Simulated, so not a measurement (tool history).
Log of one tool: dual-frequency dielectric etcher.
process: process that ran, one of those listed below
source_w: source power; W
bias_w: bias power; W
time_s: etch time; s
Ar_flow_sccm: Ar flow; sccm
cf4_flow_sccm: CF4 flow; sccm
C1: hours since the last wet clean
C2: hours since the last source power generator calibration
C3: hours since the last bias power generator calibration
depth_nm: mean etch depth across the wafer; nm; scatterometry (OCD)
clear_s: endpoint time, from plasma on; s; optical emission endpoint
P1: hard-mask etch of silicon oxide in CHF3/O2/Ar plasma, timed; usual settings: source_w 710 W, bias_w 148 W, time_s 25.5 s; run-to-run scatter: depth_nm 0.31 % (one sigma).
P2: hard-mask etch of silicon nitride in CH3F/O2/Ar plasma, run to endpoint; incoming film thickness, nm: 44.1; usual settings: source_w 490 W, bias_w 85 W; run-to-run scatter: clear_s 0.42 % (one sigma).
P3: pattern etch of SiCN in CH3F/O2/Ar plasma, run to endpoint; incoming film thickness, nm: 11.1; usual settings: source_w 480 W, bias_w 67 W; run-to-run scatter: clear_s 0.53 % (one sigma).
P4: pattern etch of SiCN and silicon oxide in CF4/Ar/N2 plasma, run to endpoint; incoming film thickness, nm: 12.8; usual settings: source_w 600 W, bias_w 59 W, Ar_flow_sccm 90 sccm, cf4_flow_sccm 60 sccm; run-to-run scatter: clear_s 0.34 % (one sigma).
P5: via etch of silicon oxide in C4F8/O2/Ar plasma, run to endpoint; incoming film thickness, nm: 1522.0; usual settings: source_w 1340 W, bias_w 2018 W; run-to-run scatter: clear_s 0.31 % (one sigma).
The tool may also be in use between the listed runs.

Run 1, hour 10.2: process P1, source_w 710 W, bias_w 148 W, time_s 25.5 s; C1 224.2; C2 810.6; C3 1984.4. Result: depth_nm 50.543 nm.
Run 2, hour 20.4: process P2, source_w 490 W, bias_w 107 W; C1 234.4; C2 820.8; C3 1994.6. Result: clear_s 51.286 s.
Run 3, hour 34.4: process P1, source_w 550 W, bias_w 148 W, time_s 25.5 s; C1 248.4; C2 834.8; C3 2008.6. Result: depth_nm 45.949 nm.
Run 4, hour 44.1: process P4, source_w 600 W, bias_w 59 W, Ar_flow_sccm 54 sccm, cf4_flow_sccm 60 sccm; C1 258.1; C2 844.5; C3 2018.3. Result: clear_s 11.603 s.
Run 5, hour 54.3: process P1, source_w 710 W, bias_w 148 W, time_s 25.5 s; C1 268.3; C2 854.7; C3 2028.5. Result: depth_nm 50.495 nm.
Run 6, hour 68.4: process P1, source_w 710 W, bias_w 176 W, time_s 25.5 s; C1 282.4; C2 868.8; C3 2042.6. Result: depth_nm 53.376 nm.
At hour 81.1: bias power generator calibrated.
Run 7, hour 84.6: process P4, source_w 450 W, bias_w 59 W, Ar_flow_sccm 90 sccm, cf4_flow_sccm 60 sccm; C1 298.6; C2 885; C3 3.6. Result: clear_s 16.212 s.
Run 8, hour 92.1: process P1, source_w 510 W, bias_w 148 W, time_s 35.5 s; C1 306.1; C2 892.5; C3 11.1. Result: depth_nm 61.553 nm.
Run 9, hour 102.2: process P1, source_w 990 W, bias_w 148 W, time_s 25.5 s; C1 316.2; C2 902.6; C3 21.2. Result: depth_nm 57.699 nm.
Run 10, hour 110.9: process P1, source_w 710 W, bias_w 148 W, time_s 35 s; C1 324.9; C2 911.3; C3 29.9. Result: depth_nm 69.532 nm.
Run 11, hour 119.1: process P1, source_w 710 W, bias_w 148 W, time_s 14 s; C1 333.1; C2 919.5; C3 38.1. Result: depth_nm 27.864 nm.
Run 12, hour 134.2: process P3, source_w 480 W, bias_w 94 W; C1 348.2; C2 934.6; C3 53.2. Result: clear_s 25.755 s.
Run 13, hour 144.8: process P3, source_w 620 W, bias_w 67 W; C1 358.8; C2 945.2; C3 63.8. Result: clear_s 26.012 s.
Run 14, hour 154.2: process P1, source_w 710 W, bias_w 121 W, time_s 15.5 s; C1 368.2; C2 954.6; C3 73.2. Result: depth_nm 28.998 nm.
Run 15, hour 169.1: process P1, source_w 710 W, bias_w 148 W, time_s 25.5 s; C1 383.1; C2 969.5; C3 88.1. Result: depth_nm 50.565 nm.
Run 16, hour 182.5: process P2, source_w 490 W, bias_w 85 W; C1 396.5; C2 982.9; C3 101.5. Result: clear_s 56.338 s.
Run 17, hour 195.9: process P1, source_w 970 W, bias_w 89 W, time_s 25.5 s; C1 409.9; C2 996.3; C3 114.9. Result: depth_nm 49.594 nm.
Run 18, hour 209.8: process P5, source_w 1340 W, bias_w 2018 W; C1 423.8; C2 1010.2; C3 128.8. Result: clear_s 336.54 s.
Run 19, hour 217.8: process P1, source_w 710 W, bias_w 148 W, time_s 25.5 s; C1 431.8; C2 1018.2; C3 136.8. Result: depth_nm 50.646 nm.
Run 20, hour 225.1: process P1, source_w 710 W, bias_w 111 W, time_s 25.5 s; C1 439.1; C2 1025.5; C3 144.1. Result: depth_nm 46.215 nm.
Run 21, hour 235.4: process P5, source_w 1340 W, bias_w 2018 W; C1 449.4; C2 1035.8; C3 154.4. Result: clear_s 338.34 s.
Run 22, hour 248.3: process P4, source_w 600 W, bias_w 59 W, Ar_flow_sccm 90 sccm, cf4_flow_sccm 85 sccm; C1 462.3; C2 1048.7; C3 167.3. Result: clear_s 11.897 s.
Run 23, hour 257.5: process P4, source_w 600 W, bias_w 59 W, Ar_flow_sccm 90 sccm, cf4_flow_sccm 60 sccm; C1 471.5; C2 1057.9; C3 176.5. Result: clear_s 12.556 s.
Run 24, hour 270.4: process P4, source_w 600 W, bias_w 40 W, Ar_flow_sccm 90 sccm, cf4_flow_sccm 60 sccm; C1 484.4; C2 1070.8; C3 189.4. Result: clear_s 14.099 s.
Run 25, hour 280.3: process P5, source_w 910 W, bias_w 2018 W; C1 494.3; C2 1080.7; C3 199.3. Result: clear_s 393.48 s.
Run 26, hour 289.4: process P3, source_w 480 W, bias_w 67 W; C1 503.4; C2 1089.8; C3 208.4. Result: clear_s 28.772 s.
Run 27, hour 298.7: process P3, source_w 480 W, bias_w 67 W; C1 512.7; C2 1099.1; C3 217.7. Result: clear_s 28.789 s.
Run 28, hour 313.6: process P2, source_w 590 W, bias_w 85 W; C1 527.6; C2 1114; C3 232.6. Result: clear_s 51.895 s.
Run 29, hour 322.6: process P5, source_w 1340 W, bias_w 1287 W; C1 536.6; C2 1123; C3 241.6. Result: clear_s 384.24 s.
Run 30, hour 337: process P1, source_w 710 W, bias_w 148 W, time_s 25.5 s; C1 551; C2 1137.4; C3 256. Result: depth_nm 50.401 nm.
Run 31, hour 344.8: process P1, source_w 710 W, bias_w 148 W, time_s 25.5 s; C1 558.8; C2 1145.2; C3 263.8. Result: depth_nm 50.457 nm.
Run 32, hour 357.6: process P1, source_w 710 W, bias_w 148 W, time_s 25.5 s; C1 571.6; C2 1158; C3 276.6. Result: depth_nm 50.099 nm.
Run 33, hour 367: process P1, source_w 710 W, bias_w 148 W, time_s 25.5 s; C1 581; C2 1167.4; C3 286. Result: depth_nm 49.716 nm.
Run 34, hour 379.5: process P1, source_w 710 W, bias_w 148 W, time_s 25.5 s; C1 593.5; C2 1179.9; C3 298.5. Result: depth_nm 49.996 nm.

Run 35 comes next. What will it give?
At hour 380.1: wet clean of the chamber.
Run 35, hour 394.7: process P1, source_w 710 W, bias_w 148 W, time_s 25.5 s; C1 14.6; C2 1195.1; C3 313.7. Result: depth_nm ?.

Run 35 gave depth_nm 50.059 nm.
